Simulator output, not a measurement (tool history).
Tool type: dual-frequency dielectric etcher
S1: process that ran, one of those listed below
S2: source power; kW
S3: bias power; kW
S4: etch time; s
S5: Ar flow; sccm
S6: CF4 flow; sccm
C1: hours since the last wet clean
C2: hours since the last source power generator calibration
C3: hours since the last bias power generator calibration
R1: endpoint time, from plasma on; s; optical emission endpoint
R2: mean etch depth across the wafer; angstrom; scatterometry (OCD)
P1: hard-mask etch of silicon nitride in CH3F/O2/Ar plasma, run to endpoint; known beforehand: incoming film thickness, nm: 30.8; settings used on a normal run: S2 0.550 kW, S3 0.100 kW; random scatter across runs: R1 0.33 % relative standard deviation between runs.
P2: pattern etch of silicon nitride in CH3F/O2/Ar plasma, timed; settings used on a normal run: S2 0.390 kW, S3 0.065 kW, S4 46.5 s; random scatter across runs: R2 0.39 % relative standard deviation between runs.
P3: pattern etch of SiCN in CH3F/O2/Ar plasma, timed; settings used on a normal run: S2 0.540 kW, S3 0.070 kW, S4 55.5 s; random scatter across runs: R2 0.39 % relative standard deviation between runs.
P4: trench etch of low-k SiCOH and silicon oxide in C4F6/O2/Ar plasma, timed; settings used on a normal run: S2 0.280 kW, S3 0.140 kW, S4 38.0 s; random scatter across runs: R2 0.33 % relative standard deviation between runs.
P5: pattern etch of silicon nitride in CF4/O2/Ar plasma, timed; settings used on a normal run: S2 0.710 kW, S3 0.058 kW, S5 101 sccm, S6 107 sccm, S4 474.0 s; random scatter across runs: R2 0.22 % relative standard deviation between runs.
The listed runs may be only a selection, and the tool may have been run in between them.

run 1 hour=6.9 | S1=P1 S2=0.550 S3=0.100 | C1=437.8 C2=1333.3 C3=1634.3 | R1=36.093
run 2 hour=15.4 | S1=P3 S2=0.540 S3=0.070 S4=55.5 | C1=446.3 C2=1341.8 C3=1642.8 | R2=235.03
run 3 hour=25.2 | S1=P5 S2=0.530 S3=0.058 S4=474.0 S5=101 S6=107 | C1=456.1 C2=1351.6 C3=1652.6 | R2=10436.00
run 4 hour=31.2 | S1=P2 S2=0.490 S3=0.065 S4=46.5 | C1=462.1 C2=1357.6 C3=1658.6 | R2=345.25
run 5 hour=43.0 | S1=P3 S2=0.540 S3=0.070 S4=41.0 | C1=473.9 C2=1369.4 C3=1670.4 | R2=171.48
run 6 hour=50.1 | S1=P2 S2=0.390 S3=0.045 S4=46.5 | C1=481.0 C2=1376.5 C3=1677.5 | R2=280.49
run 7 hour=62.8 | S1=P1 S2=0.430 S3=0.137 | C1=493.7 C2=1389.2 C3=1690.2 | R1=34.920
run 8 hour=73.3 | S1=P1 S2=0.350 S3=0.100 | C1=504.2 C2=1399.7 C3=1700.7 | R1=42.499
run 9 hour=83.8 | S1=P2 S2=0.390 S3=0.065 S4=34.5 | C1=514.7 C2=1410.2 C3=1711.2 | R2=234.77
run 10 hour=93.0 | S1=P3 S2=0.320 S3=0.070 S4=55.5 | C1=523.9 C2=1419.4 C3=1720.4 | R2=191.31
run 11 hour=106.3 | S1=P4 S2=0.380 S3=0.140 S4=38.0 | C1=537.2 C2=1432.7 C3=1733.7 | R2=1085.70
run 12 hour=118.8 | S1=P4 S2=0.280 S3=0.184 S4=38.0 | C1=549.7 C2=1445.2 C3=1746.2 | R2=1051.00
run 13 hour=125.3 | S1=P1 S2=0.550 S3=0.100 | C1=556.2 C2=1451.7 C3=1752.7 | R1=36.002
run 14 hour=133.7 | S1=P2 S2=0.390 S3=0.065 S4=46.5 | C1=564.6 C2=1460.1 C3=1761.1 | R2=314.50
run 15 hour=143.5 | S1=P5 S2=0.710 S3=0.058 S4=474.0 S5=79 S6=107 | C1=574.4 C2=1469.9 C3=1770.9 | R2=13785.00
run 16 hour=151.3 | S1=P5 S2=0.710 S3=0.058 S4=474.0 S5=101 S6=128 | C1=582.2 C2=1477.7 C3=1778.7 | R2=13730.00
run 17 hour=159.7 | S1=P1 S2=0.370 S3=0.128 | C1=590.6 C2=1486.1 C3=1787.1 | R1=38.020
run 18 hour=173.0 | S1=P1 S2=0.550 S3=0.100 | C1=603.9 C2=1499.4 C3=1800.4 | R1=35.806
run 19 hour=181.6 | S1=P1 S2=0.740 S3=0.100 | C1=612.5 C2=1508.0 C3=1809.0 | R1=32.085
run 20 hour=193.1 | S1=P1 S2=0.550 S3=0.100 | C1=624.0 C2=1519.5 C3=1820.5 | R1=35.996
run 21 hour=203.3 | S1=P4 S2=0.280 S3=0.140 S4=55.0 | C1=634.2 C2=1529.7 C3=1830.7 | R2=1395.00
run 22 hour=210.1 | S1=P5 S2=0.710 S3=0.078 S4=474.0 S5=101 S6=107 | C1=641.0 C2=1536.5 C3=1837.5 | R2=15043.00
-- hour=216.1 bias power generator calibrated
run 23 hour=217.0 | S1=P1 S2=0.550 S3=0.100 | C1=647.9 C2=1543.4 C3=0.9 | R1=35.944
run 24 hour=226.6 | S1=P1 S2=0.550 S3=0.131 | C1=657.5 C2=1553.0 C3=10.5 | R1=32.311
run 25 hour=237.2 | S1=P1 S2=0.550 S3=0.100 | C1=668.1 C2=1563.6 C3=21.1 | R1=35.901
run 26 hour=248.5 | S1=P5 S2=0.710 S3=0.058 S4=474.0 S5=101 S6=107 | C1=679.4 C2=1574.9 C3=32.4 | R2=13458.00
run 27 hour=260.4 | S1=P1 S2=0.550 S3=0.073 | C1=691.3 C2=1586.8 C3=44.3 | R1=39.849
run 28 hour=272.6 | S1=P3 S2=0.540 S3=0.084 S4=55.5 | C1=703.5 C2=1599.0 C3=56.5 | R2=248.34
run 29 hour=280.8 | S1=P1 S2=0.550 S3=0.100 | C1=711.7 C2=1607.2 C3=64.7 | R1=35.986
run 30 hour=291.0 | S1=P1 S2=0.370 S3=0.067 | C1=721.9 C2=1617.4 C3=74.9 | R1=47.922
run 31 hour=297.4 | S1=P5 S2=0.710 S3=0.058 S4=296.0 S5=101 S6=107 | C1=728.3 C2=1623.8 C3=81.3 | R2=8411.90
run 32 hour=307.2 | S1=P4 S2=0.280 S3=0.140 S4=38.0 | C1=738.1 C2=1633.6 C3=91.1 | R2=963.12
run 33 hour=316.6 | S1=P4 S2=0.280 S3=0.140 S4=38.0 | C1=747.5 C2=1643.0 C3=100.5 | R2=961.72
run 34 hour=328.5 | S1=P1 S2=0.550 S3=0.100 | C1=759.4 C2=1654.9 C3=112.4 | R1=35.956
run 35 hour=341.6 | S1=P1 S2=0.550 S3=0.100 | C1=772.5 C2=1668.0 C3=125.5 | R1=35.950
run 36 hour=352.3 | S1=P1 S2=0.550 S3=0.100 | C1=783.2 C2=1678.7 C3=136.2 | R1=35.366
run 37 hour=358.2 | S1=P1 S2=0.550 S3=0.100 | C1=789.1 C2=1684.6 C3=142.1 | R1=35.335
run 38 hour=371.0 | S1=P1 S2=0.550 S3=0.100 | C1=801.9 C2=1697.4 C3=154.9 | R1=35.490
-- hour=373.4 wet clean of the chamber
run 39 hour=377.3 | S1=P1 S2=0.550 S3=0.100 | C1=3.9 C2=1703.7 C3=161.2 | R1=35.441
run 40 hour=384.0 | S1=P1 S2=0.550 S3=0.100 | C1=10.6 C2=1710.4 C3=167.9 | R1=35.323
run 41 hour=390.2 | S1=P1 S2=0.550 S3=0.100 | C1=16.8 C2=1716.6 C3=174.1 | R1=35.331
run 42 hour=401.2 | S1=P1 S2=0.550 S3=0.100 | C1=27.8 C2=1727.6 C3=185.1 | R1=35.258
run 43 hour=409.6 | S1=P1 S2=0.550 S3=0.100 | C1=36.2 C2=1736.0 C3=193.5 | R1=35.381
run 44 hour=419.4 | S1=P1 S2=0.550 S3=0.100 | C1=46.0 C2=1745.8 C3=203.3 | R1=35.103

What P1 gives has crept off from where it sat before. The 2 causes that follow fit the log equally well, each at the size noted:
A: source power that arrives over what is set, % = 4.54
B: bias power that arrives over what is set, % = 4.72
The drift started at roughly hour 328.5.
Excluded causes, each with its reason:
chamber walls in a state that raises the etch rate, %: serviced at hour 373.4, after the drift had started, without restoring the earlier output

Each of the 4 check runs below uses one wafer; its results are left as question marks. Which run tells the causes apart?
run check 1 hour=429.2 | S1=P5 S2=0.710 S3=0.077 S4=474.0 S5=101 S6=107 | R2=?
run check 2 hour=429.2 | S1=P3 S2=0.320 S3=0.070 S4=55.5 | R2=?
run check 3 hour=429.2 | S1=P2 S2=0.390 S3=0.048 S4=46.5 | R2=?
run check 4 hour=429.2 | S1=P4 S2=0.370 S3=0.140 S4=38.0 | R2=?

How each check would come out, cause by cause:
check=check_1 result=R2 if_A=15559.00 if_B=15248.00
check=check_2 result=R2 if_A=194.51 if_B=194.49
check=check_3 result=R2 if_A=291.58 if_B=290.72
check=check_4 result=R2 if_A=1095.30 if_B=1091.30
Separation of the two closest causes in each check, using whichever result separates them best: check 1 2.02 %; check 2 0.01 %; check 3 0.29 %; check 4 0.36 %
Check 1 distinguishes between the causes, while the remaining checks would return nearly the same result for all of them.

Here is what check 1 returned: R2 15296.00 angstrom. Which cause is it?

The correct cause is B, namely: bias power that arrives over what is set, %.
